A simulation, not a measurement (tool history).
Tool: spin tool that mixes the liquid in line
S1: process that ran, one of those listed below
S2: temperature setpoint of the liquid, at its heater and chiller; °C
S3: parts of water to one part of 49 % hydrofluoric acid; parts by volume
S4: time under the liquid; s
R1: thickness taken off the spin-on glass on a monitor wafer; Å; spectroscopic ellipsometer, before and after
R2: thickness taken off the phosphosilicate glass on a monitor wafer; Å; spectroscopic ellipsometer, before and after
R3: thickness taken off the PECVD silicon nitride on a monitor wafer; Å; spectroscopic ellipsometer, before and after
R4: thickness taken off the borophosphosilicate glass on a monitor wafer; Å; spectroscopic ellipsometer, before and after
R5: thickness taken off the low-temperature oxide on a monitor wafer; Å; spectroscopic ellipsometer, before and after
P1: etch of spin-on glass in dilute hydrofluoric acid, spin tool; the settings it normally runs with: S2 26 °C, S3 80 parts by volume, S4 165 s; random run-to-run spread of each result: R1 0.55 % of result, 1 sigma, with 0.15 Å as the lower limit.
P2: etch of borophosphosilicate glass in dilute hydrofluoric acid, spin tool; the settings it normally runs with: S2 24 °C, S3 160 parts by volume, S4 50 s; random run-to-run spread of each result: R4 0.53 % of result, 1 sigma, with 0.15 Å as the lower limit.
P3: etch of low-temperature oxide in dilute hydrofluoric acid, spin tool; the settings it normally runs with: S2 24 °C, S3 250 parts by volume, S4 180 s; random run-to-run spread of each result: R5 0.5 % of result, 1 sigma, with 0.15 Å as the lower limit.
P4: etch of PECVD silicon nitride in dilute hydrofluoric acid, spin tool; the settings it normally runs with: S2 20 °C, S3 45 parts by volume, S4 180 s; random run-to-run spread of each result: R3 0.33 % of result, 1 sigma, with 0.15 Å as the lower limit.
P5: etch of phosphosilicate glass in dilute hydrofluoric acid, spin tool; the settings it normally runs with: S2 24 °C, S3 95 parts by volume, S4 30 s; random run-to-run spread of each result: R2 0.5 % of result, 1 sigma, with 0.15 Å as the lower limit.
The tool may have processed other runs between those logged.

run	hour	S1	S2	S3	S4	R1	R2	R3	R4	R5
1	4.3	P1	26	80	165	535.44				
2	8.5	P5	24	95	30		433.64			
3	12.8	P4	20	20	180			216.3		
4	15.4	P4	20	45	180			99.159		
5	19.5	P4	20	45	15			8.6162		
6	24.5	P2	24	160	85				268.98	
7	28.4	P3	24	250	320					170.72
8	31.4	P1	26	80	265	858.22				
9	34.4	P3	24	250	180					95.416
10	38.4	P1	26	80	165	537.84				
11	40.7	P2	24	225	50				104.88	
12	45.1	P1	26	80	165	530.25				
13	49.2	P1	22	50	165	753.13				
14	51.6	P2	24	160	50				159.33	
15	54.1	P1	26	135	165	297.33				
16	58.4	P1	26	80	165	535.07				
17	62.8	P4	17	45	180			80.212		
18	66.4	P4	20	45	180			98.566		
19	70.3	P5	19.5	95	30		365.25			
20	73.5	P3	18	250	180					75.617
21	78.1	P1	26	80	165	541.69				
22	80.6	P1	18	80	165	388.89				
23	85.6	P1	26	80	165	536.09				
24	89.4	P5	24	130	30		309.26			
25	94	P5	24	95	15		219.82			
26	97.7	P1	26	80	95	308.6				
27	102.7	P2	28	160	50				184.38	
28	105.8	P3	24	355	180					60.29
29	110.3	P1	34	80	165	725.71				
30	115.3	P1	26	35	165	1309.3				
31	118.5	P1	26	80	165	537.81				
32	123.4	P1	26	80	165	522.63				
33	125.7	P1	26	80	165	515.11				
34	128.5	P1	26	80	165	514.9				
35	131.9	P1	26	80	165	510.98				
36	135.3	P1	26	80	165	514.91				
37	140	P1	26	80	165	513.98				
38	144.2	P1	26	80	165	504.1				
39	149.2	P1	26	80	165	509.32				
40	152.6	P1	26	80	165	504.69				
41	156.1	P1	26	80	165	507.4				

P1 no longer gives what it gave before; its output has crept away from where it was. The following 2 causes, each at its listed size, fit the log equally well:
A: liquid colder than its thermometer reads (K) = 1.45
B: hydrofluoric acid flow below the setpoint (%) = 5.04
Onset of the creep was near hour 118.5.

4 check runs are offered, one wafer each, their results left as question marks. Which one tells the causes apart?
check 1	159.6	P5	24	95	30		?			
check 2	159.6	P4	20	45	180			?		
check 3	159.6	P3	24	250	180					?
check 4	159.6	P2	24	160	50				?	

Outcome of each check run for each possible cause:
check	result	if A	if B
check 1	R2	414.07	414.12
check 2	R3	89.609	94.32
check 3	R5	90.454	89.303
check 4	R4	149.77	148.91
Per-check spread between the two closest causes, in the result where they differ most: check 1 0.01 %; check 2 5.12 %; check 3 1.28 %; check 4 0.58 %
Only in check 2 would the causes give clearly different results; in the remaining checks their results would be nearly the same.

After running check 2, the following was obtained: R3 94.775 Å. Which cause does this point to?

B is the cause: hydrofluoric acid flow below the setpoint (%).
